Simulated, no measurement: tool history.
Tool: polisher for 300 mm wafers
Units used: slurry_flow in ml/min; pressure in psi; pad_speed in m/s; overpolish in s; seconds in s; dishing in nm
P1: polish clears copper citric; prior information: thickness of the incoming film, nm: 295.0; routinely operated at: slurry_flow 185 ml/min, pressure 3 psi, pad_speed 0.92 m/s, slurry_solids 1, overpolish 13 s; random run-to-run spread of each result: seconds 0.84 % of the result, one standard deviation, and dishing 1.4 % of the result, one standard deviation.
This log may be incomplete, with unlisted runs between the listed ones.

run,day,slurry_flow,pressure,pad_speed,slurry_solids,overpolish,wafers polished on this pad,hours since the slurry nozzle was cleaned,hours since the head pressure was calibrated,hours since the slurry blender was calibrated,seconds,dishing
1,0.35,185,3,0.92,1,13,332,83.7,675.4,30.5,166.01,16.815
2,0.683,185,3,0.92,1,13,378,91.7,683.4,38.5,171.08,16.781
# day 0.825: slurry nozzle cleaned
3,1.342,185,3,0.92,0.6,13,469,12.5,699.2,54.3,187.39,15.064
4,1.896,185,3.7,0.92,1,13,545,25.8,712.5,67.6,137.48,20.455
5,2.421,185,1.4,0.92,1,13,617,38.4,725.1,80.2,350.64,8.1568
6,2.733,110,3,0.92,1,13,660,45.9,732.6,87.7,186.71,15.02
7,3.121,185,3,0.92,1.35,13,713,55.2,741.9,97,158.48,17.671
8,3.521,265,3,0.92,1,13,768,64.8,751.5,106.6,161.11,17.548
9,4.096,185,3,0.92,1.45,5,847,78.6,765.3,120.4,156.23,7.3466
10,4.725,185,3,0.92,1,13,934,93.7,780.4,135.5,169.52,16.659
11,5.146,185,3,0.92,1,4,992,103.8,790.5,145.6,167.98,5.2688
12,5.55,185,3,0.92,1,13,1047,113.5,800.2,155.3,168.21,16.616
# day 5.738: slurry blender recalibrated
13,5.867,185,3,1.4,1,13,1091,121.1,807.8,3.1,112.11,24.857
14,6.321,185,3,0.92,1,21,1153,132,818.7,14,165.85,26.547
15,6.662,185,3,0.92,1,13,1200,140.2,826.9,22.2,167.71,16.364
16,7.121,185,3,0.5,1,13,1263,151.2,837.9,33.2,297.87,9.529
17,7.708,185,3,0.92,1,13,1344,165.3,852,47.3,167.91,16.806
18,8.146,185,3,0.92,1,13,1404,175.8,862.5,57.8,174.36,16.368
19,8.633,185,3,0.92,1,13,1471,187.5,874.2,69.5,175.83,16.556
20,8.942,185,3,0.92,1,13,1513,194.9,881.6,76.9,176.76,15.797
21,9.425,185,3,0.92,1,13,1580,206.5,893.2,88.5,178.08,16.152
22,9.758,185,3,0.92,1,13,1626,214.5,901.2,96.5,181.22,15.789
23,10.238,185,3,0.92,1,13,1692,226,912.7,108,179.9,15.72

Run 24 has not been measured yet. What should we expect?
24,10.592,185,3,0.92,1,13,1740,234.5,921.2,116.5,?,?

{"run 24": {"seconds": 181.43, "dishing": 15.705}}

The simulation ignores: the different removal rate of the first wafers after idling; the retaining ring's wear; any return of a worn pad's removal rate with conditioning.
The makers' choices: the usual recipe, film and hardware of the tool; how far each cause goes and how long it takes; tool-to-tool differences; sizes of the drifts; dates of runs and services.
